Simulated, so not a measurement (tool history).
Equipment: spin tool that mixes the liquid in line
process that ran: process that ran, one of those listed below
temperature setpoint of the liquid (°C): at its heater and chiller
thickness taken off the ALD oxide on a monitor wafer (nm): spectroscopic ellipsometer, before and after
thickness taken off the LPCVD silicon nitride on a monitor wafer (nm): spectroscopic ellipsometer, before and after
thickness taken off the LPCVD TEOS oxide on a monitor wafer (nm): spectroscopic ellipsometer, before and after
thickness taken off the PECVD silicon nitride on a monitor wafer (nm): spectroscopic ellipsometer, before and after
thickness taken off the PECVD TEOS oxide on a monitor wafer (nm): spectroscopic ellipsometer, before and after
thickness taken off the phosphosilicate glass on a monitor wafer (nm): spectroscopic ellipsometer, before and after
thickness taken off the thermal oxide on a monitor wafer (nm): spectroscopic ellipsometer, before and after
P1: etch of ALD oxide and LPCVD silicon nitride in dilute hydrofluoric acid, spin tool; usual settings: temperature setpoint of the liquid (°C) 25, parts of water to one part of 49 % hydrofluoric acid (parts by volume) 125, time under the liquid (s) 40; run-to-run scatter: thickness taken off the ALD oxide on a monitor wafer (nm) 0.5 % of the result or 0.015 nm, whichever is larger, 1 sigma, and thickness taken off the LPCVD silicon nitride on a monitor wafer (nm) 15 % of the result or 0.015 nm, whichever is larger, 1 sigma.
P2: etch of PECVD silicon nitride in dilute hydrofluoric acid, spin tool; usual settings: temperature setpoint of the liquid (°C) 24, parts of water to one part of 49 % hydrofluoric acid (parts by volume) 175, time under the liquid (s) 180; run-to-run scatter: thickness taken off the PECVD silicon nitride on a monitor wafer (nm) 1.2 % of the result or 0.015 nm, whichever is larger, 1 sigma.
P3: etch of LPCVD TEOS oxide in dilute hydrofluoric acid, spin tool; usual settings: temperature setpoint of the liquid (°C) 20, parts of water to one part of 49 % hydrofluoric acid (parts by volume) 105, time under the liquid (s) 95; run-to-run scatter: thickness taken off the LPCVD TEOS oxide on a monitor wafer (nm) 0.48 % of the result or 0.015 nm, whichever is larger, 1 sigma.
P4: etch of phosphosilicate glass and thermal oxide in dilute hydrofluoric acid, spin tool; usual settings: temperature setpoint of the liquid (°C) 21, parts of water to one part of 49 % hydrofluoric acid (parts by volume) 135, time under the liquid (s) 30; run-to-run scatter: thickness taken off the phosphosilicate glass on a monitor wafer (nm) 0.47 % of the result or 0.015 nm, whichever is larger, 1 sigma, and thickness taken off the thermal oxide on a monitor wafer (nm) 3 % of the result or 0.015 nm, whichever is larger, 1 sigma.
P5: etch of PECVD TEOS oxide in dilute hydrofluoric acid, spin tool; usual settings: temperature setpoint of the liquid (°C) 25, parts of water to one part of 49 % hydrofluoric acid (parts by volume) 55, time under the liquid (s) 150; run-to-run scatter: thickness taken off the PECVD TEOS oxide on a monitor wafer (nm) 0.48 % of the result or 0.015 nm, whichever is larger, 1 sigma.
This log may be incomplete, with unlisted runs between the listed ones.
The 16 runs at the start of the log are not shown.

run,day,process that ran,temperature setpoint of the liquid (°C),parts of water to one part of 49 % hydrofluoric acid (parts by volume),time under the liquid (s),thickness taken off the ALD oxide on a monitor wafer (nm),thickness taken off the LPCVD silicon nitride on a monitor wafer (nm),thickness taken off the LPCVD TEOS oxide on a monitor wafer (nm),thickness taken off the PECVD silicon nitride on a monitor wafer (nm),thickness taken off the PECVD TEOS oxide on a monitor wafer (nm),thickness taken off the phosphosilicate glass on a monitor wafer (nm),thickness taken off the thermal oxide on a monitor wafer (nm)
17,7.042,P3,20,180,95,,,23.281,,,,
# day 7.146: thermometer replaced
18,7.346,P4,21,200,30,,,,,,16.562,0.52849
19,7.821,P3,20,105,95,,,43.488,,,,
20,8.083,P5,25,20,150,,,,,137.39,,
21,8.429,P1,25,125,15,3.5409,0.057334,,,,,
22,8.708,P1,25,75,40,16.823,0.3196,,,,,
23,9.029,P1,25,125,40,9.3876,0.19141,,,,,
24,9.388,P4,17,135,30,,,,,,22.482,0.75116

What will run 25 give?
25,9.629,P4,21,135,30,,,,,,?,?

For run 25 the tool returned thickness taken off the phosphosilicate glass on a monitor wafer (nm) 26.426, thickness taken off the thermal oxide on a monitor wafer (nm) 0.91139.
